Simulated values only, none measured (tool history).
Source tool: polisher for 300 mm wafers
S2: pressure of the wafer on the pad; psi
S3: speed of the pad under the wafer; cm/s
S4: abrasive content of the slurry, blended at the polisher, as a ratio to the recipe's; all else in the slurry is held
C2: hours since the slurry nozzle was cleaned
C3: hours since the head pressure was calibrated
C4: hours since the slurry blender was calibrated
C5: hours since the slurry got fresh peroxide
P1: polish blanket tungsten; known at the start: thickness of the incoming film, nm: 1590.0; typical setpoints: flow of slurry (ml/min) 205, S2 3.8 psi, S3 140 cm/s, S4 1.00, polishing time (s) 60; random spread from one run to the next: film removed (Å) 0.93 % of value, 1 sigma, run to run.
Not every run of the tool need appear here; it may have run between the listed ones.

Run 1, hour 7.1: flow of slurry (ml/min) 205, S2 3.8 psi, S3 140 cm/s, S4 1.00, polishing time (s) 60; wafers polished on this pad 436; C2 290.1; C3 256.6; C4 219.6; C5 30.0. Result: film removed (Å) 3397.3.
Run 2, hour 16.0: flow of slurry (ml/min) 205, S2 3.8 psi, S3 140 cm/s, S4 1.00, polishing time (s) 27; wafers polished on this pad 498; C2 299.0; C3 265.5; C4 228.5; C5 38.9. Result: film removed (Å) 1534.7.
Run 3, hour 23.9: flow of slurry (ml/min) 205, S2 5.3 psi, S3 140 cm/s, S4 1.00, polishing time (s) 60; wafers polished on this pad 552; C2 306.9; C3 273.4; C4 236.4; C5 46.8. Result: film removed (Å) 4741.6.
Run 4, hour 30.9: flow of slurry (ml/min) 205, S2 3.8 psi, S3 140 cm/s, S4 1.50, polishing time (s) 60; wafers polished on this pad 601; C2 313.9; C3 280.4; C4 243.4; C5 53.8. Result: film removed (Å) 3732.5.
Run 5, hour 36.2: flow of slurry (ml/min) 205, S2 3.8 psi, S3 66 cm/s, S4 1.00, polishing time (s) 60; wafers polished on this pad 637; C2 319.2; C3 285.7; C4 248.7; C5 59.1. Result: film removed (Å) 1622.7.
Run 6, hour 44.3: flow of slurry (ml/min) 205, S2 3.8 psi, S3 140 cm/s, S4 1.00, polishing time (s) 60; wafers polished on this pad 693; C2 327.3; C3 293.8; C4 256.8; C5 67.2. Result: film removed (Å) 3394.3.
Run 7, hour 53.3: flow of slurry (ml/min) 205, S2 3.8 psi, S3 140 cm/s, S4 1.00, polishing time (s) 60; wafers polished on this pad 755; C2 336.3; C3 302.8; C4 265.8; C5 76.2. Result: film removed (Å) 3339.7.
At hour 58.7: worn pad replaced by a new one.
Run 8, hour 61.8: flow of slurry (ml/min) 205, S2 3.8 psi, S3 104 cm/s, S4 0.60, polishing time (s) 60; wafers polished on this pad 22; C2 344.8; C3 311.3; C4 274.3; C5 84.7. Result: film removed (Å) 2230.1.
Run 9, hour 71.2: flow of slurry (ml/min) 205, S2 2.5 psi, S3 140 cm/s, S4 1.00, polishing time (s) 60; wafers polished on this pad 86; C2 354.2; C3 320.7; C4 283.7; C5 94.1. Result: film removed (Å) 2182.6.
Run 10, hour 80.5: flow of slurry (ml/min) 205, S2 3.8 psi, S3 140 cm/s, S4 1.00, polishing time (s) 60; wafers polished on this pad 151; C2 363.5; C3 330.0; C4 293.0; C5 103.4. Result: film removed (Å) 3396.5.
Run 11, hour 85.6: flow of slurry (ml/min) 205, S2 3.8 psi, S3 140 cm/s, S4 0.50, polishing time (s) 60; wafers polished on this pad 186; C2 368.6; C3 335.1; C4 298.1; C5 108.5. Result: film removed (Å) 2876.2.
At hour 89.7: slurry nozzle cleaned.
Run 12, hour 91.0: flow of slurry (ml/min) 125, S2 3.8 psi, S3 140 cm/s, S4 1.00, polishing time (s) 60; wafers polished on this pad 223; C2 1.3; C3 340.5; C4 303.5; C5 113.9. Result: film removed (Å) 3149.2.
Run 13, hour 100.7: flow of slurry (ml/min) 205, S2 3.8 psi, S3 204 cm/s, S4 1.00, polishing time (s) 60; wafers polished on this pad 290; C2 11.0; C3 350.2; C4 313.2; C5 123.6. Result: film removed (Å) 4871.2.
Run 14, hour 105.4: flow of slurry (ml/min) 205, S2 3.8 psi, S3 140 cm/s, S4 1.00, polishing time (s) 90; wafers polished on this pad 323; C2 15.7; C3 354.9; C4 317.9; C5 128.3. Result: film removed (Å) 5077.3.
Run 15, hour 114.1: flow of slurry (ml/min) 280, S2 3.8 psi, S3 140 cm/s, S4 1.00, polishing time (s) 60; wafers polished on this pad 383; C2 24.4; C3 363.6; C4 326.6; C5 137.0. Result: film removed (Å) 3534.8.
Run 16, hour 122.5: flow of slurry (ml/min) 205, S2 5.9 psi, S3 140 cm/s, S4 1.40, polishing time (s) 60; wafers polished on this pad 441; C2 32.8; C3 372.0; C4 335.0; C5 145.4. Result: film removed (Å) 5696.4.
Run 17, hour 127.3: flow of slurry (ml/min) 205, S2 3.8 psi, S3 140 cm/s, S4 1.25, polishing time (s) 38; wafers polished on this pad 474; C2 37.6; C3 376.8; C4 339.8; C5 150.2. Result: film removed (Å) 2206.9.
Run 18, hour 131.8: flow of slurry (ml/min) 205, S2 3.8 psi, S3 140 cm/s, S4 1.00, polishing time (s) 60; wafers polished on this pad 505; C2 42.1; C3 381.3; C4 344.3; C5 154.7. Result: film removed (Å) 3387.9.
Run 19, hour 136.8: flow of slurry (ml/min) 205, S2 3.8 psi, S3 140 cm/s, S4 1.00, polishing time (s) 60; wafers polished on this pad 539; C2 47.1; C3 386.3; C4 349.3; C5 159.7. Result: film removed (Å) 3347.6.
Run 20, hour 144.5: flow of slurry (ml/min) 205, S2 3.8 psi, S3 140 cm/s, S4 1.00, polishing time (s) 60; wafers polished on this pad 592; C2 54.8; C3 394.0; C4 357.0; C5 167.4. Result: film removed (Å) 3278.6.
Run 21, hour 149.6: flow of slurry (ml/min) 205, S2 3.8 psi, S3 140 cm/s, S4 1.00, polishing time (s) 60; wafers polished on this pad 628; C2 59.9; C3 399.1; C4 362.1; C5 172.5. Result: film removed (Å) 3194.0.
Run 22, hour 157.4: flow of slurry (ml/min) 205, S2 3.8 psi, S3 140 cm/s, S4 1.00, polishing time (s) 60; wafers polished on this pad 681; C2 67.7; C3 406.9; C4 369.9; C5 180.3. Result: film removed (Å) 3174.4.
At hour 158.8: slurry blender recalibrated.
At hour 158.9: worn pad replaced by a new one.
At hour 160.4: head pressure recalibrated.
Run 23, hour 162.2: flow of slurry (ml/min) 205, S2 3.8 psi, S3 140 cm/s, S4 1.00, polishing time (s) 60; wafers polished on this pad 23; C2 72.5; C3 1.8; C4 3.5; C5 185.1. Result: film removed (Å) 3132.7.
Run 24, hour 170.8: flow of slurry (ml/min) 205, S2 3.8 psi, S3 140 cm/s, S4 1.00, polishing time (s) 60; wafers polished on this pad 82; C2 81.1; C3 10.4; C4 12.1; C5 193.7. Result: film removed (Å) 3099.5.
Run 25, hour 179.1: flow of slurry (ml/min) 205, S2 3.8 psi, S3 140 cm/s, S4 1.00, polishing time (s) 60; wafers polished on this pad 139; C2 89.4; C3 18.7; C4 20.4; C5 202.0. Result: film removed (Å) 3115.9.

What P1 gives has crept away from where it was. These 2 causes fit the log equally well, each at the size given:
A: slurry flow missing at the pad, % = 39.4
B: peroxide lost from the slurry, % = 19
The onset of the drift is placed at about hour 136.8.
Each remaining cause and why it is not a fit:
removal rate lost through wear of the pad, %: serviced at hour 158.9, after the change had begun; the process did not return to its earlier output
head's pressure below its setpoint, %: serviced at hour 160.4, after the change had begun; the process did not return to its earlier output
abrasive missing from the slurry, %: serviced at hour 158.8, after the change had begun; the process did not return to its earlier output

Below are 4 check runs, each averaged over 3 wafers, with their results shown as question marks. Which of them would give clearly different results depending on which cause is behind the drift?
Run check 1, hour 187.4: flow of slurry (ml/min) 125, S2 3.8 psi, S3 180 cm/s, S4 1.00, polishing time (s) 60. Result: film removed (Å) ?.
Run check 2, hour 187.4: flow of slurry (ml/min) 205, S2 3.8 psi, S3 140 cm/s, S4 0.80, polishing time (s) 60. Result: film removed (Å) ?.
Run check 3, hour 187.4: flow of slurry (ml/min) 205, S2 3.8 psi, S3 96 cm/s, S4 0.60, polishing time (s) 60. Result: film removed (Å) ?.
Run check 4, hour 187.4: flow of slurry (ml/min) 205, S2 2.6 psi, S3 140 cm/s, S4 1.00, polishing time (s) 60. Result: film removed (Å) ?.

Outcome of each check run for each possible cause:
  check            result    if A    if B
check 1  film removed (Å)  3522.4  3689.1
check 2  film removed (Å)  2952.3  2952.7
check 3  film removed (Å)  1896.0  1896.2
check 4  film removed (Å)  2128.3  2128.5
Separation of the two closest causes in each check, using whichever result separates them best: check 1 4.62 %; check 2 0.01 %; check 3 0.01 %; check 4 0.01 %
Check 1 distinguishes between the causes, while the remaining checks would return nearly the same result for all of them.

Check 1 was carried out, with these results: film removed (Å) 3503.4. Which of the listed causes is responsible?

It is A: slurry flow missing at the pad, %.
